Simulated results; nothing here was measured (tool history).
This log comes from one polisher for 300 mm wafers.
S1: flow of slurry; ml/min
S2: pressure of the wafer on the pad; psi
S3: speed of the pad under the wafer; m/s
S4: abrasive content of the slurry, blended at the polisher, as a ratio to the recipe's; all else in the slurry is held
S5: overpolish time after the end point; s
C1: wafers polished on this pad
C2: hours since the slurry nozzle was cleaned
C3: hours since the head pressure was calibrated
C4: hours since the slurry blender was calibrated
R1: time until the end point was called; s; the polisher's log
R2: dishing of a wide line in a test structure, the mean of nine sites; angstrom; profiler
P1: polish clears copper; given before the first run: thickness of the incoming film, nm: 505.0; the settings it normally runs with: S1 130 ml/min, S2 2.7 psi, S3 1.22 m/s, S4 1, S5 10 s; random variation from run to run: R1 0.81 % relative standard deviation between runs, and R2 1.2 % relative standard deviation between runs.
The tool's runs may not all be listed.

{"run": 1, "hour": 12.0, "S1": 130, "S2": 2.7, "S3": 1.22, "S4": 1, "S5": 10, "C1": 538, "C2": 615.6, "C3": 360.3, "C4": 62.7, "R1": 190.24, "R2": 203.39}
{"run": 2, "hour": 24.1, "S1": 130, "S2": 2.7, "S3": 1.22, "S4": 1, "S5": 4, "C1": 589, "C2": 627.7, "C3": 372.4, "C4": 74.8, "R1": 188.56, "R2": 84.862}
{"run": 3, "hour": 33.4, "S1": 130, "S2": 2.7, "S3": 1.22, "S4": 1, "S5": 10, "C1": 629, "C2": 637, "C3": 381.7, "C4": 84.1, "R1": 190.89, "R2": 203.9}
{"run": 4, "hour": 43.1, "S1": 130, "S2": 2.7, "S3": 1.8, "S4": 1, "S5": 10, "C1": 670, "C2": 646.7, "C3": 391.4, "C4": 93.8, "R1": 127.82, "R2": 287.16}
{"run": 5, "hour": 55.9, "S1": 130, "S2": 2.7, "S3": 1.22, "S4": 1, "S5": 10, "C1": 724, "C2": 659.5, "C3": 404.2, "C4": 106.6, "R1": 188.68, "R2": 201.25}
{"run": 6, "hour": 65.6, "S1": 180, "S2": 2.7, "S3": 1.22, "S4": 1, "S5": 10, "C1": 766, "C2": 669.2, "C3": 413.9, "C4": 116.3, "R1": 181.09, "R2": 217}
{"run": 7, "hour": 75.1, "S1": 130, "S2": 3.5, "S3": 1.22, "S4": 1, "S5": 10, "C1": 806, "C2": 678.7, "C3": 423.4, "C4": 125.8, "R1": 147.97, "R2": 260.95}
{"run": 8, "hour": 85.4, "S1": 130, "S2": 2.7, "S3": 1.22, "S4": 1, "S5": 10, "C1": 850, "C2": 689, "C3": 433.7, "C4": 136.1, "R1": 188.63, "R2": 200.45}
{"run": 9, "hour": 94.7, "S1": 130, "S2": 2.7, "S3": 1.22, "S4": 1, "S5": 10, "C1": 889, "C2": 698.3, "C3": 443, "C4": 145.4, "R1": 189.61, "R2": 202}
{"run": 10, "hour": 106.0, "S1": 130, "S2": 2.7, "S3": 1.22, "S4": 1, "S5": 10, "C1": 937, "C2": 709.6, "C3": 454.3, "C4": 156.7, "R1": 190.97, "R2": 202.97}
{"run": 11, "hour": 112.8, "S1": 130, "S2": 1.4, "S3": 1.22, "S4": 1, "S5": 10, "C1": 966, "C2": 716.4, "C3": 461.1, "C4": 163.5, "R1": 363.58, "R2": 110.63}
{"run": 12, "hour": 125.4, "S1": 80, "S2": 2.7, "S3": 1.22, "S4": 1, "S5": 10, "C1": 1019, "C2": 729, "C3": 473.7, "C4": 176.1, "R1": 210.74, "R2": 182.97}
{"run": 13, "hour": 134.6, "S1": 130, "S2": 2.7, "S3": 1.22, "S4": 0.55, "S5": 10, "C1": 1058, "C2": 738.2, "C3": 482.9, "C4": 185.3, "R1": 215.3, "R2": 181.31}
{"run": 14, "hour": 144.0, "S1": 130, "S2": 2.7, "S3": 0.6, "S4": 1, "S5": 10, "C1": 1098, "C2": 747.6, "C3": 492.3, "C4": 194.7, "R1": 386.69, "R2": 104.19}
{"run": 15, "hour": 153.3, "S1": 130, "S2": 2.7, "S3": 1.22, "S4": 1.45, "S5": 10, "C1": 1138, "C2": 756.9, "C3": 501.6, "C4": 204, "R1": 173.06, "R2": 217.92}
{"run": 16, "hour": 160.7, "S1": 80, "S2": 2.7, "S3": 1.22, "S4": 1.35, "S5": 10, "C1": 1169, "C2": 764.3, "C3": 509, "C4": 211.4, "R1": 202.58, "R2": 193.44}
{"run": 17, "hour": 172.0, "S1": 130, "S2": 2.7, "S3": 1.22, "S4": 1, "S5": 10, "C1": 1217, "C2": 775.6, "C3": 520.3, "C4": 222.7, "R1": 190.65, "R2": 207.01}
{"run": 18, "hour": 179.8, "S1": 130, "S2": 2.7, "S3": 1.22, "S4": 1, "S5": 19, "C1": 1250, "C2": 783.4, "C3": 528.1, "C4": 230.5, "R1": 191.92, "R2": 366.75}
{"run": 19, "hour": 192.7, "S1": 130, "S2": 2.7, "S3": 1.22, "S4": 1, "S5": 10, "C1": 1305, "C2": 796.3, "C3": 541, "C4": 243.4, "R1": 189.04, "R2": 201.9}
{"run": 20, "hour": 204.9, "S1": 130, "S2": 2.7, "S3": 1.22, "S4": 1, "S5": 10, "C1": 1357, "C2": 808.5, "C3": 553.2, "C4": 255.6, "R1": 197.78, "R2": 194.27}
{"run": 21, "hour": 213.6, "S1": 130, "S2": 2.7, "S3": 1.22, "S4": 1, "S5": 10, "C1": 1394, "C2": 817.2, "C3": 561.9, "C4": 264.3, "R1": 201.47, "R2": 191.79}
{"run": 22, "hour": 224.3, "S1": 130, "S2": 2.7, "S3": 1.22, "S4": 1, "S5": 10, "C1": 1439, "C2": 827.9, "C3": 572.6, "C4": 275, "R1": 203.09, "R2": 186.03}
{"run": 23, "hour": 231.4, "S1": 130, "S2": 2.7, "S3": 1.22, "S4": 1, "S5": 10, "C1": 1469, "C2": 835, "C3": 579.7, "C4": 282.1, "R1": 207.31, "R2": 183.71}
{"run": 24, "hour": 243.5, "S1": 130, "S2": 2.7, "S3": 1.22, "S4": 1, "S5": 10, "C1": 1520, "C2": 847.1, "C3": 591.8, "C4": 294.2, "R1": 208.31, "R2": 184.26}
{"run": 25, "hour": 249.9, "S1": 130, "S2": 2.7, "S3": 1.22, "S4": 1, "S5": 10, "C1": 1548, "C2": 853.5, "C3": 598.2, "C4": 300.6, "R1": 211.37, "R2": 183.05}
{"hour": 254.5, "done": "head pressure recalibrated"}
{"run": 26, "hour": 259.9, "S1": 130, "S2": 2.7, "S3": 1.22, "S4": 1, "S5": 10, "C1": 1590, "C2": 863.5, "C3": 5.5, "C4": 310.6, "R1": 211.17, "R2": 183.23}
{"hour": 260.0, "done": "slurry blender recalibrated"}
{"run": 27, "hour": 267.1, "S1": 130, "S2": 2.7, "S3": 1.22, "S4": 1, "S5": 10, "C1": 1621, "C2": 870.7, "C3": 12.7, "C4": 7.1, "R1": 213.8, "R2": 181.82}
{"run": 28, "hour": 276.7, "S1": 130, "S2": 2.7, "S3": 1.22, "S4": 1, "S5": 10, "C1": 1661, "C2": 880.3, "C3": 22.3, "C4": 16.7, "R1": 211.74, "R2": 180.11}
{"run": 29, "hour": 285.1, "S1": 130, "S2": 2.7, "S3": 1.22, "S4": 1, "S5": 10, "C1": 1697, "C2": 888.7, "C3": 30.7, "C4": 25.1, "R1": 213.48, "R2": 182.74}

The output of P1 has drifted from where it used to be. Each of the 2 causes below, taken at the size shown beside it, accounts for the log equally well:
A: slurry flow missing at the pad, % = 37.9
B: removal rate lost through wear of the pad, % = 11.1
The creep began at about hour 192.7.
Why every other cause is out:
head's pressure below its setpoint, %: maintenance at hour 254.5, after the shift began, did not return the process to its former output
abrasive missing from the slurry, %: maintenance at hour 260, after the shift began, did not return the process to its former output

The check runs listed below each take one wafer, and their results are still question marks. Under which run would the listed causes lead to clearly different results?
{"run": "check 1", "hour": 293.5, "S1": 130, "S2": 2.7, "S3": 1.76, "S4": 1.45, "S5": 10, "R1": "?", "R2": "?"}
{"run": "check 2", "hour": 293.5, "S1": 80, "S2": 2.7, "S3": 1.22, "S4": 1, "S5": 18, "R1": "?", "R2": "?"}
{"run": "check 3", "hour": 293.5, "S1": 130, "S2": 2.7, "S3": 0.64, "S4": 1, "S5": 10, "R1": "?", "R2": "?"}
{"run": "check 4", "hour": 293.5, "S1": 130, "S2": 1.6, "S3": 1.22, "S4": 1, "S5": 10, "R1": "?", "R2": "?"}

Expected result of each check under each candidate cause:
check=check_1 result=R1 if_A=136.59 if_B=136.66
check=check_1 result=R2 if_A=274.56 if_B=274.44
check=check_2 result=R1 if_A=255.75 if_B=241.11
check=check_2 result=R2 if_A=265 if_B=279.43
check=check_3 result=R1 if_A=407.47 if_B=407.67
check=check_3 result=R2 if_A=98.579 if_B=98.532
check=check_4 result=R1 if_A=360.71 if_B=360.89
check=check_4 result=R2 if_A=109.86 if_B=109.81
How far apart the two closest causes lie, in the result that separates them most: check 1 0.05 %; check 2 5.89 %; check 3 0.05 %; check 4 0.05 %
Only check 2 tells the causes apart: in the others they would give nearly the same result.

Running check 2 produced the following: R1 255.29 s; R2 262.94 angstrom. Which one of the listed causes fits?

The correct cause is A, namely: slurry flow missing at the pad, %.
